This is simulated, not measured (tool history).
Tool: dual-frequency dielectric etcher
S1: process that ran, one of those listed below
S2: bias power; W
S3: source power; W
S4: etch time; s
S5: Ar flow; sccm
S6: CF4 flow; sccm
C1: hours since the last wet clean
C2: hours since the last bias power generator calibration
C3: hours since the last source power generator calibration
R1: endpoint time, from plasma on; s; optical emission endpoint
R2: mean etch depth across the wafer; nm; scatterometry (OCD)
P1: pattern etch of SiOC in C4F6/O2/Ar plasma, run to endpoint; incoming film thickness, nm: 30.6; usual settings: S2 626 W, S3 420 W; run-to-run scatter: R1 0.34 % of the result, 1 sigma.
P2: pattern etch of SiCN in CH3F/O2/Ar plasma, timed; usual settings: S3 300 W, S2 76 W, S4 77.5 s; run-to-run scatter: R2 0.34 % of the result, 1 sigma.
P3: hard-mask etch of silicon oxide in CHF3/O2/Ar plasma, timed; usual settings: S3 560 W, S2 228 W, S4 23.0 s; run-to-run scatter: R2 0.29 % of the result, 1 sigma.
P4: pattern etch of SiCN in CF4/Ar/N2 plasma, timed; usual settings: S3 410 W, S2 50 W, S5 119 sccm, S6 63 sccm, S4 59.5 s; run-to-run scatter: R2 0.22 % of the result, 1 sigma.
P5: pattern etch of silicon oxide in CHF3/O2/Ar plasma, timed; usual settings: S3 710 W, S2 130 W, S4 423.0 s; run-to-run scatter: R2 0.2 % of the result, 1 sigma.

run   hour  S1   S2   S3     S4   S5  S6     C1      C2      C3       R1        R2
  1    5.0  P1  626  420                   54.1  1178.1  2325.2   9.0552
  2   14.2  P3  273  560   23.0            63.3  1187.3  2334.4             51.458
  3   19.8  P1  626  310                   68.9  1192.9  2340.0  10.0430
  4   25.8  P1  410  420                   74.9  1198.9  2346.0  10.5070
  5   33.7  P5  130  710  560.5            82.8  1206.8  2353.9           1053.900
  6   43.8  P4   50  280   59.5  119  63   92.9  1216.9  2364.0             28.231
  7   53.1  P1  626  540                  102.2  1226.2  2373.3   8.2058
  8   57.9  P1  626  420                  107.0  1231.0  2378.1   9.0389
  9   67.8  P2   76  300   77.5           116.9  1240.9  2388.0             26.295
 10   73.7  P1  626  420                  122.8  1246.8  2393.9   9.0003
 11   80.4  P4   39  410   59.5  119  63  129.5  1253.5  2400.6             36.139
 12   88.2  P4   50  410   78.0  119  63  137.3  1261.3  2408.4             51.787
 13   95.0  P4   50  410   59.5  119  46  144.1  1268.1  2415.2             37.198
 14  105.9  P5  130  560  423.0           155.0  1279.0  2426.1            723.320
 15  116.2  P1  626  420                  165.3  1289.3  2436.4   9.0435
 16  125.1  P1  781  570                  174.2  1298.2  2445.3   7.3938
 17  132.7  P1  804  420                  181.8  1305.8  2452.9   8.1247
 18  138.2  P5  104  710  423.0           187.3  1311.3  2458.4            745.450
 19  148.2  P3  228  730   23.0           197.3  1321.3  2468.4             53.244
 20  154.7  P2   76  300   77.5           203.8  1327.8  2474.9             26.407
     156.4  -- bias power generator calibrated
 21  159.8  P1  626  420                  208.9     3.5  2480.0   9.0225
     166.4  -- wet clean of the chamber
 22  168.9  P2   76  200   77.5             2.5    12.6  2489.1             22.552
 23  175.4  P2   76  300   50.0             9.0    19.1  2495.6             16.903
 24  186.1  P4   50  410   59.5  143  63   19.7    29.8  2506.3             38.101
 25  192.7  P5  130  710  423.0            26.3    36.4  2512.9            794.080
 26  199.1  P3  228  560   34.5            32.7    42.8  2519.3             72.096
 27  208.3  P5  130  710  423.0            41.9    52.0  2528.5            794.520
 28  214.0  P2  102  300   77.5            47.6    57.7  2534.2             29.436
 29  219.9  P4   50  410   59.5  119  63   53.5    63.6  2540.1             39.466

Forecast run 30:
 30  224.8  P3  228  560  23.0          58.4  68.5  2545.0       ?

R2: 48.024 nm
